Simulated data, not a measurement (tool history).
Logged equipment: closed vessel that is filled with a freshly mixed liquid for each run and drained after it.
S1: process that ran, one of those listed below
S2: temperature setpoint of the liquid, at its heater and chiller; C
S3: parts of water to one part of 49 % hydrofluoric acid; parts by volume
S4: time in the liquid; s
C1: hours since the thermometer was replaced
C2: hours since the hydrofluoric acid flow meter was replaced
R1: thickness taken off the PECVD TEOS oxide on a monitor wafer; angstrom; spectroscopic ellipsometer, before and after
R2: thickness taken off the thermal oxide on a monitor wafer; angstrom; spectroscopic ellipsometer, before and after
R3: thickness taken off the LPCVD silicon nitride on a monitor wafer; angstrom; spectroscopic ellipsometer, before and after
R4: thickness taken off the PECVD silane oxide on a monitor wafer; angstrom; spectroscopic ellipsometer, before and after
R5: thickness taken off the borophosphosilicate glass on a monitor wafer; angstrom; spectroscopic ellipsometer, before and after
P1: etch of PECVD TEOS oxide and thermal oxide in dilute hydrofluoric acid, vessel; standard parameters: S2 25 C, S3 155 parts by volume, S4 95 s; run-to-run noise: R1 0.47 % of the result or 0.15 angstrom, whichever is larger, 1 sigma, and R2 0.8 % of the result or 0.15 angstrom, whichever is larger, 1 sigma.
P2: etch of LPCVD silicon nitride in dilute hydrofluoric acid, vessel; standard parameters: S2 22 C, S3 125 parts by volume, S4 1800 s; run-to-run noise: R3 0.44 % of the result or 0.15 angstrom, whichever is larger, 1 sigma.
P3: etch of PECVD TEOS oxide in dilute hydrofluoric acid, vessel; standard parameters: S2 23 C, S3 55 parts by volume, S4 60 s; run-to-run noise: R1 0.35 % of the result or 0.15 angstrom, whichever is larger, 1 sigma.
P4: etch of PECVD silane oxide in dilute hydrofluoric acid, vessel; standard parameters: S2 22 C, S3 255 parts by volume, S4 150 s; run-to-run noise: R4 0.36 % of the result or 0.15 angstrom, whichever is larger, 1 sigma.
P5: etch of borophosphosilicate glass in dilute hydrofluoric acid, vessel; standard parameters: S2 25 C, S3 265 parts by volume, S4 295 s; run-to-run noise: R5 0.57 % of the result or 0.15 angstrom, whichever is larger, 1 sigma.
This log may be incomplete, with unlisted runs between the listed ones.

run 1 hour=11.7 | S1=P1 S2=25 S3=155 S4=95 | C1=551.1 C2=374.7 | R1=94.857 R2=28.892
run 2 hour=25 | S1=P1 S2=18.5 S3=155 S4=95 | C1=564.4 C2=388 | R1=74.38 R2=21.867
run 3 hour=43.5 | S1=P1 S2=25 S3=155 S4=155 | C1=582.9 C2=406.5 | R1=155.4 R2=47.459
run 4 hour=60.6 | S1=P1 S2=20.5 S3=75 S4=95 | C1=600 C2=423.6 | R1=181.65 R2=54.569
run 5 hour=78.3 | S1=P2 S2=22 S3=25 S4=1800 | C1=617.7 C2=441.3 | R3=289.74
run 6 hour=96.1 | S1=P4 S2=22 S3=255 S4=255 | C1=635.5 C2=459.1 | R4=115.73
run 7 hour=114.1 | S1=P4 S2=17 S3=255 S4=150 | C1=653.5 C2=477.1 | R4=56.537
run 8 hour=124.6 | S1=P1 S2=25 S3=30 S4=95 | C1=664 C2=487.6 | R1=576.64 R2=176.16
run 9 hour=133.5 | S1=P5 S2=17 S3=265 S4=295 | C1=672.9 C2=496.5 | R5=328.25
run 10 hour=152.4 | S1=P3 S2=23 S3=85 S4=60 | C1=691.8 C2=515.4 | R1=70.731
run 11 hour=163.9 | S1=P2 S2=22 S3=125 S4=235 | C1=703.3 C2=526.9 | R3=8.0874
run 12 hour=180.5 | S1=P2 S2=22 S3=125 S4=1800 | C1=719.9 C2=543.5 | R3=60.274
run 13 hour=198.8 | S1=P1 S2=21.5 S3=155 S4=175 | C1=738.2 C2=561.8 | R1=153.79 R2=46.543
run 14 hour=208.1 | S1=P5 S2=25 S3=265 S4=295 | C1=747.5 C2=571.1 | R5=441.34
run 15 hour=226 | S1=P1 S2=33.5 S3=155 S4=95 | C1=765.4 C2=589 | R1=131.27 R2=38.772
run 16 hour=244.4 | S1=P1 S2=25 S3=155 S4=95 | C1=783.8 C2=607.4 | R1=95.93 R2=28.834
run 17 hour=260.1 | S1=P3 S2=23 S3=55 S4=30 | C1=799.5 C2=623.1 | R1=57.447
run 18 hour=278.9 | S1=P4 S2=22 S3=255 S4=150 | C1=818.3 C2=641.9 | R4=68.176
run 19 hour=289.6 | S1=P1 S2=25 S3=155 S4=95 | C1=829 C2=652.6 | R1=95.618 R2=28.647
run 20 hour=298.6 | S1=P1 S2=25 S3=155 S4=95 | C1=838 C2=661.6 | R1=95.377 R2=28.313
run 21 hour=314.8 | S1=P3 S2=31 S3=55 S4=60 | C1=854.2 C2=677.8 | R1=156.9
run 22 hour=325.8 | S1=P1 S2=25 S3=155 S4=95 | C1=865.2 C2=688.8 | R1=95.681 R2=28.246
run 23 hour=335.2 | S1=P1 S2=25 S3=155 S4=40 | C1=874.6 C2=698.2 | R1=40.075 R2=12.191
run 24 hour=347.2 | S1=P3 S2=23 S3=55 S4=60 | C1=886.6 C2=710.2 | R1=114.03
run 25 hour=359.3 | S1=P2 S2=17 S3=125 S4=1800 | C1=898.7 C2=722.3 | R3=42.863
run 26 hour=378.6 | S1=P5 S2=25 S3=115 S4=295 | C1=918 C2=741.6 | R5=1192.8
run 27 hour=387.2 | S1=P4 S2=22 S3=115 S4=150 | C1=926.6 C2=750.2 | R4=173.88
run 28 hour=398.8 | S1=P1 S2=25 S3=255 S4=95 | C1=938.2 C2=761.8 | R1=52.138 R2=15.805
run 29 hour=412.2 | S1=P5 S2=25 S3=265 S4=555 | C1=951.6 C2=775.2 | R5=827.77
run 30 hour=423.8 | S1=P3 S2=23 S3=55 S4=60 | C1=963.2 C2=786.8 | R1=113.84
run 31 hour=442.8 | S1=P1 S2=28.5 S3=95 S4=95 | C1=982.2 C2=805.8 | R1=193.58 R2=57.451
run 32 hour=451.5 | S1=P2 S2=22 S3=125 S4=1800 | C1=990.9 C2=814.5 | R3=59.714
run 33 hour=460.1 | S1=P1 S2=25 S3=155 S4=95 | C1=999.5 C2=823.1 | R1=95.443 R2=28.877
run 34 hour=471.4 | S1=P4 S2=22 S3=255 S4=150 | C1=1010.8 C2=834.4 | R4=67.503
run 35 hour=485 | S1=P1 S2=25 S3=155 S4=95 | C1=1024.4 C2=848 | R1=95.561 R2=28.36
run 36 hour=498.3 | S1=P1 S2=25 S3=155 S4=95 | C1=1037.7 C2=861.3 | R1=93.226 R2=27.929
run 37 hour=512.6 | S1=P1 S2=25 S3=155 S4=95 | C1=1052 C2=875.6 | R1=90.625 R2=26.995
run 38 hour=530.9 | S1=P1 S2=25 S3=155 S4=95 | C1=1070.3 C2=893.9 | R1=89.8 R2=26.996
run 39 hour=549.7 | S1=P1 S2=25 S3=155 S4=95 | C1=1089.1 C2=912.7 | R1=89.084 R2=26.785
run 40 hour=562.6 | S1=P1 S2=25 S3=155 S4=95 | C1=1102 C2=925.6 | R1=88.637 R2=26.409
run 41 hour=580.1 | S1=P1 S2=25 S3=155 S4=95 | C1=1119.5 C2=943.1 | R1=88.322 R2=26.041
run 42 hour=597.2 | S1=P1 S2=25 S3=155 S4=95 | C1=1136.6 C2=960.2 | R1=87.949 R2=26.682
run 43 hour=616.4 | S1=P1 S2=25 S3=155 S4=95 | C1=1155.8 C2=979.4 | R1=87.73 R2=26.538

Something has made what P1 gives creep away from where it was; the 2 causes below, each at its own stated size, fit the log equally well:
A: hydrofluoric acid flow below the setpoint (%) = 6.82
B: liquid colder than its thermometer reads (K) = 2.2
The process output started creeping at around hour 485.

Consider the 4 single-wafer check runs listed below, results given as question marks: which one distinguishes between the causes by giving clearly different results for each?
run check 1 hour=635.6 | S1=P4 S2=18 S3=255 S4=150 | R4=?
run check 2 hour=635.6 | S1=P3 S2=30 S3=55 S4=30 | R1=?
run check 3 hour=635.6 | S1=P5 S2=17 S3=265 S4=400 | R5=?
run check 4 hour=635.6 | S1=P2 S2=17 S3=125 S4=985 | R3=?

Predicted outcomes, by check and by cause:
check=check_1 result=R4 if_A=53.584 if_B=53.675
check=check_2 result=R1 if_A=69.814 if_B=69.13
check=check_3 result=R5 if_A=407.45 if_B=407.97
check=check_4 result=R3 if_A=21.866 if_B=20.078
Distance between the nearest two causes, measured in the result of the check that separates them most: check 1 0.17 %; check 2 0.98 %; check 3 0.13 %; check 4 8.53 %
The other checks would show nearly matching results whichever cause is true, so check 4 is the only one that separates the causes.

Running check 4 produced the following: R3 19.777 angstrom. Which one of the listed causes fits?

B is the cause: liquid colder than its thermometer reads (K).
